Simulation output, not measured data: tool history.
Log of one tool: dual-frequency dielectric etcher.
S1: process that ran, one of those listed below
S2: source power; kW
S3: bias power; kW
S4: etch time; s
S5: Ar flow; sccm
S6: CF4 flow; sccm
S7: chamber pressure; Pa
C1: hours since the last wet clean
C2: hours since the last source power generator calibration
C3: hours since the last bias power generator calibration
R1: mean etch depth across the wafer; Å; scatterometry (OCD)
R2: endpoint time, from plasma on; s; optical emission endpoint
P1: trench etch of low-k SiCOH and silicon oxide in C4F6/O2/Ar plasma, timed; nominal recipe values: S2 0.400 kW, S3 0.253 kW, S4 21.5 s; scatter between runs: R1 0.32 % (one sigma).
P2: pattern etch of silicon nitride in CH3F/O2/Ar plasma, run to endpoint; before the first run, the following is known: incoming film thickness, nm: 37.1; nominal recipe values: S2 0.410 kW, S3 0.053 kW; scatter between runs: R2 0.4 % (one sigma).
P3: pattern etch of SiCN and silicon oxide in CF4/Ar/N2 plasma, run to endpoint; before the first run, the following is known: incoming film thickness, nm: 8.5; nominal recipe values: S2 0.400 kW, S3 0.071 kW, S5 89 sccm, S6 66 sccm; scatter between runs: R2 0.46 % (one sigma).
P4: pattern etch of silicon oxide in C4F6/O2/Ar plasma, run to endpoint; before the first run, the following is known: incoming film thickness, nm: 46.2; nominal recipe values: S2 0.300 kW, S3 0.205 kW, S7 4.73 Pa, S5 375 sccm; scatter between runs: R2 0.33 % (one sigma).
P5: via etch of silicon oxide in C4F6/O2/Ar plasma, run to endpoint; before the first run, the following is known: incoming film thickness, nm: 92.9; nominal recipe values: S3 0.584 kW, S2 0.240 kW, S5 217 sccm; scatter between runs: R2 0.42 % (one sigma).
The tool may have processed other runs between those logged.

run  hour  S1     S2     S3    S4   S5  S6    S7     C1      C2     C3      R1       R2
  1   4.4  P1  0.400  0.253  21.5                 158.0  1158.1  941.2  696.39
  2   9.2  P1  0.520  0.253  21.5                 162.8  1162.9  946.0  767.83
  3  12.0  P2  0.410  0.053                       165.6  1165.7  948.8          57.4660
  4  16.5  P5  0.240  0.584        217            170.1  1170.2  953.3          22.1240
  5  21.2  P5  0.240  0.584        307            174.8  1174.9  958.0          22.9490
  6  25.4  P1  0.400  0.253  21.5                 179.0  1179.1  962.2  692.29
     28.0  -- bias power generator calibrated
  7  28.0  P1  0.520  0.212  21.5                 181.6  1181.7    0.0  724.06
  8  30.9  P1  0.400  0.253  12.5                 184.5  1184.6    2.9  404.59
  9  35.3  P3  0.490  0.071         89  66        188.9  1189.0    7.3           9.2499
 10  38.1  P1  0.400  0.253  21.5                 191.7  1191.8   10.1  695.86
 11  41.7  P2  0.410  0.053                       195.3  1195.4   13.7          57.7080
 12  46.2  P3  0.400  0.057         89  66        199.8  1199.9   18.2          11.8670
 13  50.8  P4  0.300  0.162        375      4.73  204.4  1204.5   22.8          17.2960
 14  55.4  P4  0.300  0.205        375      4.73  209.0  1209.1   27.4          16.1070
 15  57.8  P4  0.410  0.205        375      4.73  211.4  1211.5   29.8          14.2360
 16  62.5  P3  0.400  0.071         89  66        216.1  1216.2   34.5          11.0450
 17  65.1  P4  0.300  0.205        375      3.33  218.7  1218.8   37.1          15.4610
 18  69.6  P1  0.280  0.253  29.0                 223.2  1223.3   41.6  816.72
 19  74.4  P1  0.400  0.253  21.5                 228.0  1228.1   46.4  693.00
 20  77.0  P5  0.160  0.584        217            230.6  1230.7   49.0          25.7610
 21  80.9  P1  0.400  0.171  21.5                 234.5  1234.6   52.9  611.50
 22  84.2  P1  0.400  0.326  21.5                 237.8  1237.9   56.2  758.77
 23  86.7  P1  0.400  0.253  21.5                 240.3  1240.4   58.7  694.39

Run 24 is up next; what results do you expect?
 24  90.6  P3  0.400  0.071      89  66      244.2  1244.3  62.6       ?

For run 24 the tool returned R2 11.0600 s.

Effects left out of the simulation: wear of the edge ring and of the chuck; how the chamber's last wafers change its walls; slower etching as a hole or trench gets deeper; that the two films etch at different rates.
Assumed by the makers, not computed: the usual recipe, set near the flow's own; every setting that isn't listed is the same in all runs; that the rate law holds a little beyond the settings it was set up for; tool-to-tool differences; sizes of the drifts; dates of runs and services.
